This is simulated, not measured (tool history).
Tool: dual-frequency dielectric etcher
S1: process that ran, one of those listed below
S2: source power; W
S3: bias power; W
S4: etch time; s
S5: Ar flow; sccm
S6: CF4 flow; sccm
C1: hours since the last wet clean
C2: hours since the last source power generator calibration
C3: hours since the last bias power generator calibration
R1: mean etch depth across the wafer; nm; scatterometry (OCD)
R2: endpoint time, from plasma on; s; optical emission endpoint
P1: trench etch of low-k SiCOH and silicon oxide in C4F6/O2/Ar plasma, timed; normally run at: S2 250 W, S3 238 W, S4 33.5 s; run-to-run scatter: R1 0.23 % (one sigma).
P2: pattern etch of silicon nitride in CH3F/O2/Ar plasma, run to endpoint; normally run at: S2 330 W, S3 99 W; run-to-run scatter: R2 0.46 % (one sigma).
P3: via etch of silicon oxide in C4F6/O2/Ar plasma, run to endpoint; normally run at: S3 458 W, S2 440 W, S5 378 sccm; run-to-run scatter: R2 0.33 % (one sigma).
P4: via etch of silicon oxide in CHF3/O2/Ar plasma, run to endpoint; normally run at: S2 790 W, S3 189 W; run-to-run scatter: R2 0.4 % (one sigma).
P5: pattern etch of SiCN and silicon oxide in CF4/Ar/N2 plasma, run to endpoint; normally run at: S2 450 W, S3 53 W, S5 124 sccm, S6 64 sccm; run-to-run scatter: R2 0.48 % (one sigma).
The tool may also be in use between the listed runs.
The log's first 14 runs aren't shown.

run	hour	S1	S2	S3	S4	S5	S6	C1	C2	C3	R1	R2
15	68.4	P1	310	238	33.5			125.6	1581.2	2960.7	107.850	
16	71.5	P2	460	99				128.7	1584.3	2963.8		42.228
17	76.1	P1	250	145	33.5			133.3	1588.9	2968.4	84.316	
18	79.1	P5	450	33		124	64	136.3	1591.9	2971.4		14.160
19	83.4	P4	790	189				140.6	1596.2	2975.7		275.360
20	89.4	P3	320	458		378		146.6	1602.2	2981.7		38.752
21	93.9	P1	250	238	33.5			151.1	1606.7	2986.2	99.481	
22	100.6	P4	790	111				157.8	1613.4	2992.9		324.250
23	104.8	P5	620	53		124	64	162.0	1617.6	2997.1		9.149
24	110.4	P2	330	99				167.6	1623.2	3002.7		47.303
25	116.1	P1	250	238	18.5			173.3	1628.9	3008.4	54.797	
26	120.8	P4	790	189				178.0	1633.6	3013.1		275.810
27	125.1	P5	450	53		100	64	182.3	1637.9	3017.4		11.757
28	131.9	P2	330	121				189.1	1644.7	3024.2		43.920
29	137.7	P5	450	53		124	64	194.9	1650.5	3030.0		12.203
30	141.4	P1	250	238	33.5			198.6	1654.2	3033.7	98.743	
31	144.8	P1	250	238	33.5			202.0	1657.6	3037.1	99.136	
32	151.2	P1	250	238	33.5			208.4	1664.0	3043.5	99.220	
33	155.3	P1	250	238	33.5			212.5	1668.1	3047.6	98.536	
34	159.6	P1	250	238	33.5			216.8	1672.4	3051.9	98.186	
35	164.0	P1	250	238	33.5			221.2	1676.8	3056.3	97.854	
36	168.3	P1	250	238	33.5			225.5	1681.1	3060.6	97.874	
# hour 171.3: wet clean of the chamber
37	172.1	P1	250	238	33.5			0.9	1684.9	3064.4	97.542	
38	178.3	P1	250	238	33.5			7.1	1691.1	3070.6	97.432	

Forecast run 39:
39	183.7	P1	250	238	33.5			12.5	1696.5	3076.0	?	

R1: 97.832 nm

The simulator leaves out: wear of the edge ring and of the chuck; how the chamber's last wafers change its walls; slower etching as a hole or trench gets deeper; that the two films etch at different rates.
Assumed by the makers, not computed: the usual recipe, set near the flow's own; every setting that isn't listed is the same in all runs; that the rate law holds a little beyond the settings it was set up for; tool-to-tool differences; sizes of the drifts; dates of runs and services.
